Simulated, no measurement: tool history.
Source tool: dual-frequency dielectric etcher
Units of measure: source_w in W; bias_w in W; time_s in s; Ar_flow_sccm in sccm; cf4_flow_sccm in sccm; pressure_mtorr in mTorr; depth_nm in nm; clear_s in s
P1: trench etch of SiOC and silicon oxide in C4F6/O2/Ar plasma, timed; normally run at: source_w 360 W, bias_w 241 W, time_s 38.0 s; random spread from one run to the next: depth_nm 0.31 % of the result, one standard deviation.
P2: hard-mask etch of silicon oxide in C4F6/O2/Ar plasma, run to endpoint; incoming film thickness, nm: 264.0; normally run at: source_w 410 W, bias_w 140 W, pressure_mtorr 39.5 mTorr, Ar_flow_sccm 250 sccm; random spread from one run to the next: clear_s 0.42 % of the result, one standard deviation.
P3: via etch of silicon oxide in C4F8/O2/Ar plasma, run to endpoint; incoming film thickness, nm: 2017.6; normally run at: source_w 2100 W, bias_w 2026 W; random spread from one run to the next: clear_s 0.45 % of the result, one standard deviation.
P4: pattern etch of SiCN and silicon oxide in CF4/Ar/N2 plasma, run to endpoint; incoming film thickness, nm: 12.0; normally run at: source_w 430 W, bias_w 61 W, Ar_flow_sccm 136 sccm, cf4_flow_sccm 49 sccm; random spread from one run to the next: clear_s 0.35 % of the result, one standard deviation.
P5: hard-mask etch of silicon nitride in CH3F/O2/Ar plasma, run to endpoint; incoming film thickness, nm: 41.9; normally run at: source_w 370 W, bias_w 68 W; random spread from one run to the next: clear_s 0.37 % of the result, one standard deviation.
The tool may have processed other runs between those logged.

run   hour  process  source_w  bias_w  time_s  Ar_flow_sccm  cf4_flow_sccm  pressure_mtorr  hours since the last wet clean  hours since the last source power generator calibration  hours since the last bias power generator calibration  depth_nm  clear_s
  1   16.2       P1       360     241    38.0                                                                        100.7                                                   2850.1                                                 2419.8    80.137
  2   26.3       P3      2100    2026                                                                                110.8                                                   2860.2                                                 2429.9            389.940
  3   34.0       P4       430      61                   136             67                                           118.5                                                   2867.9                                                 2437.6             16.182
  4   45.7       P1       360     309    38.0                                                                        130.2                                                   2879.6                                                 2449.3    87.315
  5   54.0       P3      2760    2026                                                                                138.5                                                   2887.9                                                 2457.6            352.330
  6   63.2       P4       430      61                   136             49                                           147.7                                                   2897.1                                                 2466.8             17.142
  7   71.5       P1       360     241    21.0                                                                        156.0                                                   2905.4                                                 2475.1    44.528
  8   79.4       P4       560      61                   136             49                                           163.9                                                   2913.3                                                 2483.0             13.630
  9   95.8       P1       360     241    56.0                                                                        180.3                                                   2929.7                                                 2499.4   118.740
 10  108.5       P2       410     187                   250                           39.5                           193.0                                                   2942.4                                                 2512.1             83.233
 11  123.3       P5       370      90                                                                                207.8                                                   2957.2                                                 2526.9             58.738
 12  138.1       P2       320     140                   250                           39.5                           222.6                                                   2972.0                                                 2541.7            101.040
 13  149.2       P5       370      68                                                                                233.7                                                   2983.1                                                 2552.8             64.808
 14  164.2       P5       480      68                                                                                248.7                                                   2998.1                                                 2567.8             58.604
 15  174.5       P1       360     241    38.0                                                                        259.0                                                   3008.4                                                 2578.1    80.308
 16  185.6       P2       410     140                   250                           39.5                           270.1                                                   3019.5                                                 2589.2             91.275
 17  195.0       P1       360     241    38.0                                                                        279.5                                                   3028.9                                                 2598.6    80.590
 18  204.9       P1       360     188    54.0                                                                        289.4                                                   3038.8                                                 2608.5   105.190
 19  212.4       P1       360     241    38.0                                                                        296.9                                                   3046.3                                                 2616.0    79.876
 20  227.4       P1       360     176    38.0                                                                        311.9                                                   3061.3                                                 2631.0    72.667
 21  240.3       P4       430      61                   136             49                                           324.8                                                   3074.2                                                 2643.9             17.087
 22  255.6       P2       410     140                   297                           39.5                           340.1                                                   3089.5                                                 2659.2             93.650
 23  265.9       P2       410     140                   250                           26.0                           350.4                                                   3099.8                                                 2669.5             87.181
 24  281.8       P4       430      61                    86             49                                           366.3                                                   3115.7                                                 2685.4             15.749
 25  298.0       P4       430      37                   136             49                                           382.5                                                   3131.9                                                 2701.6             20.304
 26  313.0       P1       500     241    38.0                                                                        397.5                                                   3146.9                                                 2716.6    91.347
 27  328.4       P1       360     241    38.0                                                                        412.9                                                   3162.3                                                 2732.0    80.252
 28  336.0       P1       360     317    55.5                                                                        420.5                                                   3169.9                                                 2739.6   128.620
     338.1  -- bias power generator calibrated
 29  347.6       P1       220     241    38.0                                                                        432.1                                                   3181.5                                                    9.6    66.527
 30  364.5       P3      2100    1348                                                                                449.0                                                   3198.4                                                   26.5            439.600
 31  376.0       P1       360     241    38.0                                                                        460.5                                                   3209.9                                                   38.0    80.389
 32  387.9       P1       360     241    38.0                                                                        472.4                                                   3221.8                                                   49.9    80.029
 33  396.5       P1       360     241    38.0                                                                        481.0                                                   3230.4                                                   58.5    79.605
 34  406.9       P1       360     241    38.0                                                                        491.4                                                   3240.8                                                   68.9    79.878
 35  415.1       P1       360     241    38.0                                                                        499.6                                                   3249.0                                                   77.1    79.173
 36  423.0       P1       360     241    38.0                                                                        507.5                                                   3256.9                                                   85.0    79.112
 37  435.8       P1       360     241    38.0                                                                        520.3                                                   3269.7                                                   97.8    79.059
 38  444.0       P1       360     241    38.0                                                                        528.5                                                   3277.9                                                  106.0    79.104
     452.8  -- wet clean of the chamber
 39  460.8       P1       360     241    38.0                                                                          8.0                                                   3294.7                                                  122.8    78.935
 40  469.4       P1       360     241    38.0                                                                         16.6                                                   3303.3                                                  131.4    78.722
 41  477.2       P1       360     241    38.0                                                                         24.4                                                   3311.1                                                  139.2    79.196
 42  486.2       P1       360     241    38.0                                                                         33.4                                                   3320.1                                                  148.2    79.166

What P1 gives has crept away from where it was. These 2 causes fit the log equally well, each at the size given:
A: bias power that arrives under what is set, % = 4.62
B: source power that arrives under what is set, % = 4.08
The creep began at about hour 376.0.
Every other cause this tool's parts could produce, and why it does not fit the log:
chamber walls in a state that lowers the etch rate, %: maintenance at hour 452.8, after the shift began, did not return the process to its former output

The 4 check runs listed below each average the results of 2 wafers, and their outcomes are marked with question marks. Under which run would the listed causes produce clearly different results?
check 1  495.2       P2       410     186                   250                           39.5                                                                                                                                                                  ?
check 2  495.2       P4       430      61                   136             65                                                                                                                                                                                  ?
check 3  495.2       P3      2520    1363                                                                                                                                                                                                                       ?
check 4  495.2       P5       370      80                                                                                                                                                                                                                       ?

If the cause were each of the candidates in turn, the checks would give the following:
  check   result     if A     if B
check 1  clear_s   84.909   85.016
check 2  clear_s   16.530   16.868
check 3  clear_s  408.890  410.960
check 4  clear_s   62.399   62.340
Distance between the nearest two causes, measured in the result of the check that separates them most: check 1 0.13 %; check 2 2.02 %; check 3 0.51 %; check 4 0.09 %
Check 2 tells the causes apart: in the others they would give nearly the same result.

Running check 2 produced the following: clear_s 16.545 s. Which one of the listed causes fits?

Of the candidate causes, it is A: bias power that arrives under what is set, %.

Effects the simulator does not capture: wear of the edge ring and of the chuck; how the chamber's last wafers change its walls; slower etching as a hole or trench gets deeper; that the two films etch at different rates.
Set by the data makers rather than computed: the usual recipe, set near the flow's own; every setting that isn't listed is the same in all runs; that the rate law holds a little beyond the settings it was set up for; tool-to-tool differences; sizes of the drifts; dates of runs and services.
